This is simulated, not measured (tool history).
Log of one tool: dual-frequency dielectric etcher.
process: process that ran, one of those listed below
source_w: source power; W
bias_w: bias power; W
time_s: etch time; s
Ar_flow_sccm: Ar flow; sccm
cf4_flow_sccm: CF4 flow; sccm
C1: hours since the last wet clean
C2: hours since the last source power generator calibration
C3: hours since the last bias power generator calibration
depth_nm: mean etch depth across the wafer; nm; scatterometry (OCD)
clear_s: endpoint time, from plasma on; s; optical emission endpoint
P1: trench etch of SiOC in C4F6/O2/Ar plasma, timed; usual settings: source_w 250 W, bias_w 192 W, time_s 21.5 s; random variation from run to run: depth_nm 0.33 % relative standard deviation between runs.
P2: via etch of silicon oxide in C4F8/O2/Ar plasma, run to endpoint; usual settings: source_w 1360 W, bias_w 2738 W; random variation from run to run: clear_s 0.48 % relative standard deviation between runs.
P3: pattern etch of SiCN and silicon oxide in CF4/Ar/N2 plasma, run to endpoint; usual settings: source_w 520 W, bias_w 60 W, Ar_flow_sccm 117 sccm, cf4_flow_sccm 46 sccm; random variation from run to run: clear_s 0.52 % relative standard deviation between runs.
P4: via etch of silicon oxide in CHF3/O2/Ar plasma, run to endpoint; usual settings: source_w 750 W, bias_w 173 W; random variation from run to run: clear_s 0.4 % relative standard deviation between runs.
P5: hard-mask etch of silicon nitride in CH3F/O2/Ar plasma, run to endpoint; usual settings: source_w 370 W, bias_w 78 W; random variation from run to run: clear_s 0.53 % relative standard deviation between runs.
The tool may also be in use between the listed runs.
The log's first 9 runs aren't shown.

run 10 hour=63 | process=P3 source_w=520 bias_w=41 Ar_flow_sccm=117 cf4_flow_sccm=46 | C1=252.1 C2=2719.3 C3=1432.7 | clear_s=11.666
run 11 hour=70.5 | process=P1 source_w=250 bias_w=192 time_s=21.5 | C1=259.6 C2=2726.8 C3=1440.2 | depth_nm=38.977
run 12 hour=77.6 | process=P4 source_w=750 bias_w=173 | C1=266.7 C2=2733.9 C3=1447.3 | clear_s=238.21
run 13 hour=83.2 | process=P3 source_w=420 bias_w=60 Ar_flow_sccm=117 cf4_flow_sccm=46 | C1=272.3 C2=2739.5 C3=1452.9 | clear_s=12.419
run 14 hour=90.4 | process=P3 source_w=520 bias_w=60 Ar_flow_sccm=117 cf4_flow_sccm=46 | C1=279.5 C2=2746.7 C3=1460.1 | clear_s=10.199
run 15 hour=96.4 | process=P4 source_w=750 bias_w=231 | C1=285.5 C2=2752.7 C3=1466.1 | clear_s=216.61
run 16 hour=102.3 | process=P2 source_w=1360 bias_w=2738 | C1=291.4 C2=2758.6 C3=1472 | clear_s=324.88
run 17 hour=107.6 | process=P5 source_w=370 bias_w=62 | C1=296.7 C2=2763.9 C3=1477.3 | clear_s=55.277
run 18 hour=113.6 | process=P1 source_w=250 bias_w=145 time_s=21.5 | C1=302.7 C2=2769.9 C3=1483.3 | depth_nm=35.815
run 19 hour=117.3 | process=P5 source_w=370 bias_w=78 | C1=306.4 C2=2773.6 C3=1487 | clear_s=51.28
run 20 hour=122.8 | process=P3 source_w=520 bias_w=60 Ar_flow_sccm=117 cf4_flow_sccm=46 | C1=311.9 C2=2779.1 C3=1492.5 | clear_s=10.159
-- hour=124.3 bias power generator calibrated
run 21 hour=130.3 | process=P1 source_w=250 bias_w=258 time_s=15 | C1=319.4 C2=2786.6 C3=6 | depth_nm=30.09
run 22 hour=135.8 | process=P1 source_w=250 bias_w=192 time_s=21.5 | C1=324.9 C2=2792.1 C3=11.5 | depth_nm=39.159
run 23 hour=143.8 | process=P1 source_w=250 bias_w=192 time_s=21.5 | C1=332.9 C2=2800.1 C3=19.5 | depth_nm=38.923
run 24 hour=149.9 | process=P1 source_w=250 bias_w=192 time_s=21.5 | C1=339 C2=2806.2 C3=25.6 | depth_nm=39.172
run 25 hour=155.9 | process=P3 source_w=520 bias_w=60 Ar_flow_sccm=72 cf4_flow_sccm=46 | C1=345 C2=2812.2 C3=31.6 | clear_s=9.3303
run 26 hour=162.5 | process=P1 source_w=250 bias_w=192 time_s=21.5 | C1=351.6 C2=2818.8 C3=38.2 | depth_nm=39.095
run 27 hour=170 | process=P1 source_w=150 bias_w=192 time_s=21.5 | C1=359.1 C2=2826.3 C3=45.7 | depth_nm=32.118
run 28 hour=178.3 | process=P5 source_w=260 bias_w=78 | C1=367.4 C2=2834.6 C3=54 | clear_s=58.622
run 29 hour=182.1 | process=P4 source_w=500 bias_w=173 | C1=371.2 C2=2838.4 C3=57.8 | clear_s=280.66
run 30 hour=188.8 | process=P1 source_w=250 bias_w=192 time_s=21.5 | C1=377.9 C2=2845.1 C3=64.5 | depth_nm=38.996
run 31 hour=192.5 | process=P1 source_w=250 bias_w=192 time_s=21.5 | C1=381.6 C2=2848.8 C3=68.2 | depth_nm=38.722

Run 32 is up next; what results do you expect?
run 32 hour=197.5 | process=P1 source_w=250 bias_w=192 time_s=21.5 | C1=386.6 C2=2853.8 C3=73.2 | depth_nm=?

depth_nm: 38.784 nm

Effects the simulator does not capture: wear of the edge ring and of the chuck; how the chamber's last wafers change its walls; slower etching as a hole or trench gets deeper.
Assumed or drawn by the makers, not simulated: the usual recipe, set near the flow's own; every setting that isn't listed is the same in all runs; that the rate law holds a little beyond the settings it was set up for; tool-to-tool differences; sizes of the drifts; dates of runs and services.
